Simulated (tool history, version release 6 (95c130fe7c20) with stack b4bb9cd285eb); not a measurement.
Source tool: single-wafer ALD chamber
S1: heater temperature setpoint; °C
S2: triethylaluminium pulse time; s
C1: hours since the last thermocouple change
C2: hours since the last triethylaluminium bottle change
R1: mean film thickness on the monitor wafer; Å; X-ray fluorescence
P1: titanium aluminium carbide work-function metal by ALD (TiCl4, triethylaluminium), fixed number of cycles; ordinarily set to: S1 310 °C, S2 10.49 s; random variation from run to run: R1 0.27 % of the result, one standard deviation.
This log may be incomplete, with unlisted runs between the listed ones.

{"run": 1, "hour": 8.5, "S1": 310, "S2": 10.49, "C1": 1088.3, "C2": 1277.2, "R1": 20.273}
{"run": 2, "hour": 15.5, "S1": 310, "S2": 14.37, "C1": 1095.3, "C2": 1284.2, "R1": 20.572}
{"run": 3, "hour": 22.4, "S1": 327, "S2": 14.75, "C1": 1102.2, "C2": 1291.1, "R1": 22.047}
{"run": 4, "hour": 34.3, "S1": 333, "S2": 10.49, "C1": 1114.1, "C2": 1303, "R1": 22.145}
{"run": 5, "hour": 43.9, "S1": 300, "S2": 4.43, "C1": 1123.7, "C2": 1312.6, "R1": 15.545}
{"run": 6, "hour": 54.9, "S1": 310, "S2": 10.49, "C1": 1134.7, "C2": 1323.6, "R1": 20.123}
{"run": 7, "hour": 64.2, "S1": 327, "S2": 6.16, "C1": 1144, "C2": 1332.9, "R1": 19.501}
{"run": 8, "hour": 75.5, "S1": 310, "S2": 10.49, "C1": 1155.3, "C2": 1344.2, "R1": 20.15}
{"run": 9, "hour": 87.9, "S1": 310, "S2": 10.49, "C1": 1167.7, "C2": 1356.6, "R1": 20.269}
{"run": 10, "hour": 95.0, "S1": 292, "S2": 10.49, "C1": 1174.8, "C2": 1363.7, "R1": 18.703}
{"run": 11, "hour": 101.4, "S1": 310, "S2": 3.74, "C1": 1181.2, "C2": 1370.1, "R1": 15.01}

What does the tool deliver on the next run?
{"run": 12, "hour": 109.7, "S1": 310, "S2": 10.49, "C1": 1189.5, "C2": 1378.4, "R1": "?"}

Run 12 gave R1 20.081 Å.
